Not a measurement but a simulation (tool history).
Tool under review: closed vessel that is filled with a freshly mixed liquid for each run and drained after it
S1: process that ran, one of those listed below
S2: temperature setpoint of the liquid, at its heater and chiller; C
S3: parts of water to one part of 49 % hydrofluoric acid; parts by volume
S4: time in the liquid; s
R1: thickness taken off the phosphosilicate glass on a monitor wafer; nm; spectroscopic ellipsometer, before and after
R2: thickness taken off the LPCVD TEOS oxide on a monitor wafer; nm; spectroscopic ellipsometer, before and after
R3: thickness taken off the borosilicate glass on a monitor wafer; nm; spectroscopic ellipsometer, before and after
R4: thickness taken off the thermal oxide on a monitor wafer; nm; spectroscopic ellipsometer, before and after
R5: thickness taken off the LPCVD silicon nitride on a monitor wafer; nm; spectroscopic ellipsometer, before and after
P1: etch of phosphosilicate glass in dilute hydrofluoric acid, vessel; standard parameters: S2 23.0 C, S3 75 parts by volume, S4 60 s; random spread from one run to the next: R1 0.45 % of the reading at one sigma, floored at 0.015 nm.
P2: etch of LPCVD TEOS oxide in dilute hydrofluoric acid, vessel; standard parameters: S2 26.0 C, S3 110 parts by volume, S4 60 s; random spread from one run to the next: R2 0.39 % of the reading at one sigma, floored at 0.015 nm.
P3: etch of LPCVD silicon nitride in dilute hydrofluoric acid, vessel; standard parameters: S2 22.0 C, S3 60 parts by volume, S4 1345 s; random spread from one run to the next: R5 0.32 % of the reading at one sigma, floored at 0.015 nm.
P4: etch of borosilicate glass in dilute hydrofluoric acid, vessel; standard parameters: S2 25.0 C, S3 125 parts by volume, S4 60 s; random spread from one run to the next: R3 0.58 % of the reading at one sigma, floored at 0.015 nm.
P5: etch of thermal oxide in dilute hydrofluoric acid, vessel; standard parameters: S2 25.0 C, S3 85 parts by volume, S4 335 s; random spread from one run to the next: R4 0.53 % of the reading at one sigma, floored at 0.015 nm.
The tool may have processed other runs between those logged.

run	day	S1	S2	S3	S4	R1	R2	R3	R4	R5
1	0.579	P1	23.0	75	60	47.963				
2	1.050	P1	23.0	75	60	47.657				
3	1.558	P1	23.0	75	60	48.003				
4	2.129	P2	26.0	175	60		18.564			
5	2.542	P4	25.0	125	35			8.328		
# day 3.067: hydrofluoric acid flow meter replaced
6	3.096	P4	25.0	125	60			14.511		
7	3.558	P5	25.0	85	65				3.7867	
8	4.192	P1	23.0	75	60	47.886				
9	4.592	P5	25.0	50	335				34.8180	
10	5.158	P3	17.0	60	1345					6.1712
11	5.550	P1	23.0	75	30	24.024				
12	6.050	P1	23.0	75	60	47.975				
13	6.350	P1	23.0	120	60	28.207				
14	6.912	P1	30.5	75	60	64.687				
15	7.333	P3	22.0	60	1345					8.7189
16	7.783	P1	23.0	75	110	87.783				
17	8.279	P4	25.0	80	60			23.849		
18	8.800	P3	22.0	60	585					3.8136
19	9.308	P5	25.0	85	335				19.5040	
20	9.612	P1	17.0	75	35	21.776				
21	9.900	P3	22.0	90	1345					5.8493
22	10.354	P4	25.0	125	60			14.379		
23	10.708	P1	23.0	35	60	108.420				

Forecast run 24:
24	11.346	P2	26.0	110	115		?			

R2: 61.367 nm
